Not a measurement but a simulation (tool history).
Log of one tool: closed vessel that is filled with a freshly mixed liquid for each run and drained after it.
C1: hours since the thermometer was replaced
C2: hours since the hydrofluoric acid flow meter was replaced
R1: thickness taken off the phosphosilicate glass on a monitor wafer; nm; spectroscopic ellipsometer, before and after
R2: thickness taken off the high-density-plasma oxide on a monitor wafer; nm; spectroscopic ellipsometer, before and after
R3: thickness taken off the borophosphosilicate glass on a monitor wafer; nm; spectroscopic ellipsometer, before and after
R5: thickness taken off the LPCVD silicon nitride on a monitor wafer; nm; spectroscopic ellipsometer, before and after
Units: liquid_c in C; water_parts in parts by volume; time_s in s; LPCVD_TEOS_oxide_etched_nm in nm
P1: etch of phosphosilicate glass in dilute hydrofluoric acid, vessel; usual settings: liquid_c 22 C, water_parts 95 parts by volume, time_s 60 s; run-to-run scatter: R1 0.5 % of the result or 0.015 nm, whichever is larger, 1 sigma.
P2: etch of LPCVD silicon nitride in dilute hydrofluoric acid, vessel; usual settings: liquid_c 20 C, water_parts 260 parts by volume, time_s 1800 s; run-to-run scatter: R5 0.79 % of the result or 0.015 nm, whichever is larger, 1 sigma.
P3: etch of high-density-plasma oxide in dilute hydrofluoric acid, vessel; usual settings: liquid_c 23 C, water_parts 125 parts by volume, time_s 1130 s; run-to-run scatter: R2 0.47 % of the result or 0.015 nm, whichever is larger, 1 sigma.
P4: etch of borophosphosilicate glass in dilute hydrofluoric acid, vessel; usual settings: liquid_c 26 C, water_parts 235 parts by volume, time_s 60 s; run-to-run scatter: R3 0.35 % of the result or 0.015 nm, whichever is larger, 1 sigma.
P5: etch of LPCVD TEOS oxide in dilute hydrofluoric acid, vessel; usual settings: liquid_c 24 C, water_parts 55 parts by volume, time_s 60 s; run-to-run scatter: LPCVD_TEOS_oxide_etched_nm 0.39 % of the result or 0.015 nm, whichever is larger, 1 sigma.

run 1 hour=8.5 | process=P1 liquid_c=22 water_parts=95 time_s=60 | C1=216.1 C2=548.6 | R1=99.16
run 2 hour=19 | process=P1 liquid_c=17.5 water_parts=160 time_s=60 | C1=226.6 C2=559.1 | R1=45.923
run 3 hour=30.1 | process=P3 liquid_c=23 water_parts=125 time_s=1130 | C1=237.7 C2=570.2 | R2=42.541
run 4 hour=41.4 | process=P4 liquid_c=26 water_parts=235 time_s=60 | C1=249 C2=581.5 | R3=9.7826
run 5 hour=53.5 | process=P5 liquid_c=24 water_parts=55 time_s=60 | C1=261.1 C2=593.6 | LPCVD_TEOS_oxide_etched_nm=37.377
run 6 hour=62.5 | process=P1 liquid_c=22 water_parts=95 time_s=60 | C1=270.1 C2=602.6 | R1=98.448
run 7 hour=74.5 | process=P4 liquid_c=26 water_parts=45 time_s=60 | C1=282.1 C2=614.6 | R3=64.435
run 8 hour=84.3 | process=P1 liquid_c=22 water_parts=25 time_s=95 | C1=291.9 C2=624.4 | R1=641.81
run 9 hour=97.4 | process=P4 liquid_c=26 water_parts=235 time_s=60 | C1=305 C2=637.5 | R3=9.801
run 10 hour=105.7 | process=P3 liquid_c=23 water_parts=125 time_s=1130 | C1=313.3 C2=645.8 | R2=42.79
run 11 hour=113.9 | process=P1 liquid_c=22 water_parts=95 time_s=35 | C1=321.5 C2=654 | R1=57.378
run 12 hour=120.4 | process=P3 liquid_c=23 water_parts=80 time_s=1130 | C1=328 C2=660.5 | R2=70.256
run 13 hour=132.4 | process=P3 liquid_c=23 water_parts=125 time_s=250 | C1=340 C2=672.5 | R2=9.44
run 14 hour=142.3 | process=P1 liquid_c=25.5 water_parts=95 time_s=60 | C1=349.9 C2=682.4 | R1=114.94
run 15 hour=151.4 | process=P1 liquid_c=22 water_parts=95 time_s=60 | C1=359 C2=691.5 | R1=98.058
run 16 hour=161.1 | process=P1 liquid_c=22 water_parts=30 time_s=60 | C1=368.7 C2=701.2 | R1=339.08
run 17 hour=168.2 | process=P1 liquid_c=22 water_parts=95 time_s=85 | C1=375.8 C2=708.3 | R1=140.73
run 18 hour=176.7 | process=P4 liquid_c=18 water_parts=235 time_s=60 | C1=384.3 C2=716.8 | R3=7.2696
run 19 hour=185.8 | process=P2 liquid_c=20 water_parts=55 time_s=1800 | C1=393.4 C2=725.9 | R5=12.431
run 20 hour=194.5 | process=P5 liquid_c=17 water_parts=55 time_s=60 | C1=402.1 C2=734.6 | LPCVD_TEOS_oxide_etched_nm=27.812
run 21 hour=206.8 | process=P5 liquid_c=24 water_parts=55 time_s=30 | C1=414.4 C2=746.9 | LPCVD_TEOS_oxide_etched_nm=18.81
run 22 hour=214.1 | process=P2 liquid_c=20 water_parts=260 time_s=245 | C1=421.7 C2=754.2 | R5=0.37654
run 23 hour=228.2 | process=P3 liquid_c=28.5 water_parts=125 time_s=1130 | C1=435.8 C2=768.3 | R2=52.231
run 24 hour=241.8 | process=P1 liquid_c=22 water_parts=155 time_s=60 | C1=449.4 C2=781.9 | R1=56.714
run 25 hour=253.1 | process=P4 liquid_c=26 water_parts=235 time_s=85 | C1=460.7 C2=793.2 | R3=13.888
run 26 hour=261.7 | process=P5 liquid_c=24 water_parts=100 time_s=60 | C1=469.3 C2=801.8 | LPCVD_TEOS_oxide_etched_nm=19.467
run 27 hour=276 | process=P2 liquid_c=20 water_parts=260 time_s=1800 | C1=483.6 C2=816.1 | R5=2.7462
run 28 hour=289.6 | process=P1 liquid_c=22 water_parts=95 time_s=60 | C1=497.2 C2=829.7 | R1=99.641

Run 29 comes next. What will it give?
run 29 hour=303.5 | process=P1 liquid_c=22 water_parts=95 time_s=60 | C1=511.1 C2=843.6 | R1=?

R1: 99.151 nm
